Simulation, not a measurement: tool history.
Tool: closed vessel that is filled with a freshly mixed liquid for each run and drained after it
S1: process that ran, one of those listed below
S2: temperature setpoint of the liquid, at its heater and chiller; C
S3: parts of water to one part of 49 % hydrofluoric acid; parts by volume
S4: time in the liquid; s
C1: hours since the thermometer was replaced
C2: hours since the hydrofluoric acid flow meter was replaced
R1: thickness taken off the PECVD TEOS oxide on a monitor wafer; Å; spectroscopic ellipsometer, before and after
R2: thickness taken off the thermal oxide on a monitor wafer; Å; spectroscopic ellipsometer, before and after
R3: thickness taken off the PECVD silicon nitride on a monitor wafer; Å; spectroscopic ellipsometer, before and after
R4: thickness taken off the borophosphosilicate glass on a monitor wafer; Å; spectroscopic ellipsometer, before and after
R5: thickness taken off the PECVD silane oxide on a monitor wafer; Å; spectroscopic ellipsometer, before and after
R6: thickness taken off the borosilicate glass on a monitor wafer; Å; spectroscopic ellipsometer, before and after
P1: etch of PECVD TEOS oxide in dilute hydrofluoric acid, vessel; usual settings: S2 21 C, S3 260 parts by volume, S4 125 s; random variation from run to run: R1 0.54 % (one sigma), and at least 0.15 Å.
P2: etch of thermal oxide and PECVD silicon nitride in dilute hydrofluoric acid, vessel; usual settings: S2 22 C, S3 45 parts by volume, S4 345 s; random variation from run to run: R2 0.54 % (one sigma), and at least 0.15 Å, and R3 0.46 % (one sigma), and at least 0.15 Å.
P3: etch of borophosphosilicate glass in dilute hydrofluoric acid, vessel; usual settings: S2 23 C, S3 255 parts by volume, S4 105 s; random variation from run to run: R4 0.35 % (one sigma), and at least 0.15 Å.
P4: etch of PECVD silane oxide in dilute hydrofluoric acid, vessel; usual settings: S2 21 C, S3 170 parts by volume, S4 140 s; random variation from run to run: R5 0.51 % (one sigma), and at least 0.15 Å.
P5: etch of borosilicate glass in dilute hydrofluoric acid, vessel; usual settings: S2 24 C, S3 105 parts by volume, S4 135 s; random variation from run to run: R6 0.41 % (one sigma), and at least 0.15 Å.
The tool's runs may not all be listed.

| run | hour | S1 | S2 | S3 | S4 | C1 | C2 | R1 | R2 | R3 | R4 | R5 | R6 |
|---|---|---|---|---|---|---|---|---|---|---|---|---|---|
| 1 | 6.5 | P1 | 21 | 260 | 125 | 539.4 | 672.2 | 53.946 |  |  |  |  |  |
| 2 | 18.1 | P2 | 26.5 | 45 | 345 | 551 | 683.8 |  | 449.22 | 152.43 |  |  |  |
| 3 | 28 | P3 | 23 | 255 | 35 | 560.9 | 693.7 |  |  |  | 36.517 |  |  |
| 4 | 35 | P4 | 21 | 170 | 30 | 567.9 | 700.7 |  |  |  |  | 32.179 |  |
| 5 | 42.8 | P4 | 21 | 75 | 140 | 575.7 | 708.5 |  |  |  |  | 377.81 |  |
| 6 | 54.6 | P1 | 21 | 260 | 125 | 587.5 | 720.3 | 54.125 |  |  |  |  |  |
| 7 | 65.9 | P1 | 27.5 | 260 | 125 | 598.8 | 731.6 | 68.13 |  |  |  |  |  |
| 8 | 79.3 | P5 | 24 | 105 | 135 | 612.2 | 745 |  |  |  |  |  | 332.23 |
| 9 | 86.2 | P1 | 27 | 260 | 75 | 619.1 | 751.9 | 40.469 |  |  |  |  |  |
| 10 | 96.6 | P5 | 32 | 105 | 135 | 629.5 | 762.3 |  |  |  |  |  | 449.66 |
| 11 | 108.5 | P3 | 23 | 255 | 105 | 641.4 | 774.2 |  |  |  | 110.02 |  |  |
| 12 | 118 | P4 | 21 | 170 | 140 | 650.9 | 783.7 |  |  |  |  | 149.78 |  |
| 13 | 125.9 | P1 | 21 | 260 | 125 | 658.8 | 791.6 | 53.749 |  |  |  |  |  |
| 14 | 137.5 | P5 | 24 | 105 | 250 | 670.4 | 803.2 |  |  |  |  |  | 611.12 |
| 15 | 143.9 | P1 | 21 | 260 | 125 | 676.8 | 809.6 | 53.682 |  |  |  |  |  |
| 16 | 156.4 | P1 | 21 | 370 | 40 | 689.3 | 822.1 | 10.873 |  |  |  |  |  |
| 17 | 170 | P4 | 21 | 170 | 140 | 702.9 | 835.7 |  |  |  |  | 151.11 |  |
| 18 | 179 | P1 | 21 | 260 | 195 | 711.9 | 844.7 | 84.28 |  |  |  |  |  |
| 19 | 193.3 | P1 | 17 | 260 | 210 | 726.2 | 859 | 77.525 |  |  |  |  |  |
| 20 | 202.9 | P2 | 22 | 25 | 345 | 735.8 | 868.6 |  | 688.81 | 198.43 |  |  |  |
| 21 | 213.4 | P3 | 23 | 460 | 105 | 746.3 | 879.1 |  |  |  | 50.694 |  |  |
| 22 | 222.4 | P1 | 21 | 460 | 125 | 755.3 | 888.1 | 25.562 |  |  |  |  |  |
| 23 | 235.7 | P1 | 21 | 260 | 125 | 768.6 | 901.4 | 54.553 |  |  |  |  |  |
| 24 | 243.7 | P4 | 17 | 170 | 140 | 776.6 | 909.4 |  |  |  |  | 128.2 |  |
| 25 | 256.1 | P1 | 21 | 260 | 40 | 789 | 921.8 | 17.323 |  |  |  |  |  |
| 26 | 270.3 | P3 | 28.5 | 255 | 105 | 803.2 | 936 |  |  |  | 133.07 |  |  |
| 27 | 279 | P2 | 22 | 45 | 555 | 811.9 | 944.7 |  | 598.22 | 180.69 |  |  |  |
| 28 | 288.9 | P2 | 22 | 45 | 345 | 821.8 | 954.6 |  | 373.41 | 112.19 |  |  |  |
| 29 | 299 | P1 | 21 | 55 | 125 | 831.9 | 964.7 | 317.09 |  |  |  |  |  |
| 30 | 309.1 | P1 | 17 | 260 | 125 | 842 | 974.8 | 45.991 |  |  |  |  |  |
| 31 | 319.8 | P5 | 24 | 25 | 135 | 852.7 | 985.5 |  |  |  |  |  | 1540.6 |
| 32 | 329.9 | P1 | 21 | 260 | 125 | 862.8 | 995.6 | 53.903 |  |  |  |  |  |
| 33 | 337.1 | P1 | 21 | 260 | 125 | 870 | 1002.8 | 54.978 |  |  |  |  |  |
| 34 | 345.9 | P1 | 21 | 260 | 125 | 878.8 | 1011.6 | 55.622 |  |  |  |  |  |
| 35 | 358.1 | P1 | 21 | 260 | 125 | 891 | 1023.8 | 56.978 |  |  |  |  |  |
| 36 | 366.2 | P1 | 21 | 260 | 125 | 899.1 | 1031.9 | 56.964 |  |  |  |  |  |
| 37 | 372.9 | P1 | 21 | 260 | 125 | 905.8 | 1038.6 | 57.081 |  |  |  |  |  |
| 38 | 384.7 | P1 | 21 | 260 | 125 | 917.6 | 1050.4 | 57.433 |  |  |  |  |  |
| 39 | 395.4 | P1 | 21 | 260 | 125 | 928.3 | 1061.1 | 57.522 |  |  |  |  |  |
| 40 | 405.5 | P1 | 21 | 260 | 125 | 938.4 | 1071.2 | 57.876 |  |  |  |  |  |
| 41 | 417.8 | P1 | 21 | 260 | 125 | 950.7 | 1083.5 | 57.403 |  |  |  |  |  |

Forecast run 42:
| 42 | 430.8 | P1 | 21 | 260 | 125 | 963.7 | 1096.5 | ? |  |  |  |  |  |

R1: 57.36 Å
